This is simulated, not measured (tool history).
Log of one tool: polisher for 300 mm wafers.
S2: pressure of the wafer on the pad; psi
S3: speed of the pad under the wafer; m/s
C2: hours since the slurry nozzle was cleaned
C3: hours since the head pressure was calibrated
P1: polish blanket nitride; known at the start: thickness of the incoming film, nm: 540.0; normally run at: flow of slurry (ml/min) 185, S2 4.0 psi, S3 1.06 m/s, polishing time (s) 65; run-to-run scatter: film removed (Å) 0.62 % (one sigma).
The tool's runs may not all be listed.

{"run": 1, "day": 0.262, "flow of slurry (ml/min)": 185, "S2": 4.0, "S3": 1.06, "polishing time (s)": 65, "wafers polished on this pad": 414, "C2": 689.0, "C3": 240.2, "film removed (Å)": 1258.5}
{"run": 2, "day": 0.421, "flow of slurry (ml/min)": 185, "S2": 2.2, "S3": 1.06, "polishing time (s)": 65, "wafers polished on this pad": 451, "C2": 692.8, "C3": 244.0, "film removed (Å)": 694.19}
{"run": 3, "day": 0.55, "flow of slurry (ml/min)": 185, "S2": 4.0, "S3": 1.06, "polishing time (s)": 38, "wafers polished on this pad": 482, "C2": 695.9, "C3": 247.1, "film removed (Å)": 728.83}
{"run": 4, "day": 0.829, "flow of slurry (ml/min)": 185, "S2": 4.0, "S3": 1.06, "polishing time (s)": 65, "wafers polished on this pad": 548, "C2": 702.6, "C3": 253.8, "film removed (Å)": 1271.1}
{"run": 5, "day": 1.067, "flow of slurry (ml/min)": 230, "S2": 4.0, "S3": 1.06, "polishing time (s)": 96, "wafers polished on this pad": 604, "C2": 708.3, "C3": 259.5, "film removed (Å)": 1921.8}
{"run": 6, "day": 1.246, "flow of slurry (ml/min)": 185, "S2": 4.0, "S3": 1.06, "polishing time (s)": 65, "wafers polished on this pad": 646, "C2": 712.6, "C3": 263.8, "film removed (Å)": 1258.6}
{"run": 7, "day": 1.521, "flow of slurry (ml/min)": 185, "S2": 4.0, "S3": 1.56, "polishing time (s)": 65, "wafers polished on this pad": 711, "C2": 719.2, "C3": 270.4, "film removed (Å)": 1723.0}
{"run": 8, "day": 1.675, "flow of slurry (ml/min)": 185, "S2": 4.0, "S3": 1.06, "polishing time (s)": 101, "wafers polished on this pad": 748, "C2": 722.9, "C3": 274.1, "film removed (Å)": 1965.4}
{"run": 9, "day": 1.821, "flow of slurry (ml/min)": 185, "S2": 4.0, "S3": 0.68, "polishing time (s)": 65, "wafers polished on this pad": 782, "C2": 726.4, "C3": 277.6, "film removed (Å)": 886.51}
{"run": 10, "day": 1.975, "flow of slurry (ml/min)": 185, "S2": 4.0, "S3": 1.06, "polishing time (s)": 65, "wafers polished on this pad": 819, "C2": 730.1, "C3": 281.3, "film removed (Å)": 1257.9}
{"run": 11, "day": 2.267, "flow of slurry (ml/min)": 185, "S2": 5.2, "S3": 1.06, "polishing time (s)": 98, "wafers polished on this pad": 888, "C2": 737.1, "C3": 288.3, "film removed (Å)": 2482.9}
{"run": 12, "day": 2.446, "flow of slurry (ml/min)": 125, "S2": 4.0, "S3": 0.62, "polishing time (s)": 65, "wafers polished on this pad": 930, "C2": 741.4, "C3": 292.6, "film removed (Å)": 764.11}
{"run": 13, "day": 2.604, "flow of slurry (ml/min)": 110, "S2": 4.0, "S3": 1.06, "polishing time (s)": 65, "wafers polished on this pad": 968, "C2": 745.2, "C3": 296.4, "film removed (Å)": 1151.6}
{"run": 14, "day": 2.771, "flow of slurry (ml/min)": 185, "S2": 6.3, "S3": 1.06, "polishing time (s)": 65, "wafers polished on this pad": 1007, "C2": 749.2, "C3": 300.4, "film removed (Å)": 1992.5}
{"run": 15, "day": 2.954, "flow of slurry (ml/min)": 185, "S2": 4.0, "S3": 1.06, "polishing time (s)": 65, "wafers polished on this pad": 1051, "C2": 753.6, "C3": 304.8, "film removed (Å)": 1260.6}
{"run": 16, "day": 3.167, "flow of slurry (ml/min)": 185, "S2": 4.0, "S3": 1.06, "polishing time (s)": 65, "wafers polished on this pad": 1101, "C2": 758.7, "C3": 309.9, "film removed (Å)": 1265.7}
{"run": 17, "day": 3.321, "flow of slurry (ml/min)": 260, "S2": 4.0, "S3": 1.06, "polishing time (s)": 65, "wafers polished on this pad": 1137, "C2": 762.4, "C3": 313.6, "film removed (Å)": 1322.5}
{"run": 18, "day": 3.517, "flow of slurry (ml/min)": 185, "S2": 4.0, "S3": 1.06, "polishing time (s)": 65, "wafers polished on this pad": 1184, "C2": 767.1, "C3": 318.3, "film removed (Å)": 1253.8}
{"run": 19, "day": 3.729, "flow of slurry (ml/min)": 185, "S2": 4.0, "S3": 1.06, "polishing time (s)": 65, "wafers polished on this pad": 1234, "C2": 772.2, "C3": 323.4, "film removed (Å)": 1229.3}
{"run": 20, "day": 4.0, "flow of slurry (ml/min)": 185, "S2": 4.0, "S3": 1.06, "polishing time (s)": 65, "wafers polished on this pad": 1298, "C2": 778.7, "C3": 329.9, "film removed (Å)": 1210.4}
{"run": 21, "day": 4.221, "flow of slurry (ml/min)": 185, "S2": 4.0, "S3": 1.06, "polishing time (s)": 65, "wafers polished on this pad": 1350, "C2": 784.0, "C3": 335.2, "film removed (Å)": 1186.7}
{"run": 22, "day": 4.467, "flow of slurry (ml/min)": 185, "S2": 4.0, "S3": 1.06, "polishing time (s)": 65, "wafers polished on this pad": 1409, "C2": 789.9, "C3": 341.1, "film removed (Å)": 1197.8}
{"run": 23, "day": 4.754, "flow of slurry (ml/min)": 185, "S2": 4.0, "S3": 1.06, "polishing time (s)": 65, "wafers polished on this pad": 1477, "C2": 796.8, "C3": 348.0, "film removed (Å)": 1185.2}
{"run": 24, "day": 4.992, "flow of slurry (ml/min)": 185, "S2": 4.0, "S3": 1.06, "polishing time (s)": 65, "wafers polished on this pad": 1533, "C2": 802.5, "C3": 353.7, "film removed (Å)": 1174.6}
{"day": 5.042, "done": "worn pad replaced by a new one"}
{"run": 25, "day": 5.15, "flow of slurry (ml/min)": 185, "S2": 4.0, "S3": 1.06, "polishing time (s)": 65, "wafers polished on this pad": 25, "C2": 806.3, "C3": 357.5, "film removed (Å)": 1165.6}
{"run": 26, "day": 5.3, "flow of slurry (ml/min)": 185, "S2": 4.0, "S3": 1.06, "polishing time (s)": 65, "wafers polished on this pad": 61, "C2": 809.9, "C3": 361.1, "film removed (Å)": 1173.5}
{"run": 27, "day": 5.558, "flow of slurry (ml/min)": 185, "S2": 4.0, "S3": 1.06, "polishing time (s)": 65, "wafers polished on this pad": 122, "C2": 816.1, "C3": 367.3, "film removed (Å)": 1175.7}
{"run": 28, "day": 5.7, "flow of slurry (ml/min)": 185, "S2": 4.0, "S3": 1.06, "polishing time (s)": 65, "wafers polished on this pad": 155, "C2": 819.5, "C3": 370.7, "film removed (Å)": 1166.8}

What P1 gives has crept away from where it was. These 2 causes fit the log equally well, each at the size given:
A: slurry flow missing at the pad, % = 34.7
B: head's pressure below its setpoint, % = 7.14
The creep began at about day 3.517.
Why every other cause is out:
removal rate lost through wear of the pad, %: serviced at day 5.042, which brought nothing back

4 check runs are offered, one wafer each, their results left as question marks. Which one tells the causes apart?
{"run": "check 1", "day": 5.842, "flow of slurry (ml/min)": 185, "S2": 4.0, "S3": 1.38, "polishing time (s)": 65, "film removed (Å)": "?"}
{"run": "check 2", "day": 5.842, "flow of slurry (ml/min)": 185, "S2": 5.9, "S3": 1.06, "polishing time (s)": 96, "film removed (Å)": "?"}
{"run": "check 3", "day": 5.842, "flow of slurry (ml/min)": 185, "S2": 2.4, "S3": 1.06, "polishing time (s)": 65, "film removed (Å)": "?"}
{"run": "check 4", "day": 5.842, "flow of slurry (ml/min)": 110, "S2": 4.0, "S3": 1.06, "polishing time (s)": 88, "film removed (Å)": "?"}

What each check would give under each cause:
check=check_1 result=film_removed_(Å) if_A=1446.20 if_B=1446.00
check=check_2 result=film_removed_(Å) if_A=2551.10 if_B=2550.70
check=check_3 result=film_removed_(Å) if_A=702.63 if_B=702.52
check=check_4 result=film_removed_(Å) if_A=1380.70 if_B=1442.40
How far apart the two closest causes lie, in the result that separates them most: check 1 0.02 %; check 2 0.02 %; check 3 0.02 %; check 4 4.37 %
Only check 4 tells the causes apart: in the others they would give nearly the same result.

Then check 4 was run and gave: film removed (Å) 1437.40. Which cause is it?

It is B: head's pressure below its setpoint, %.
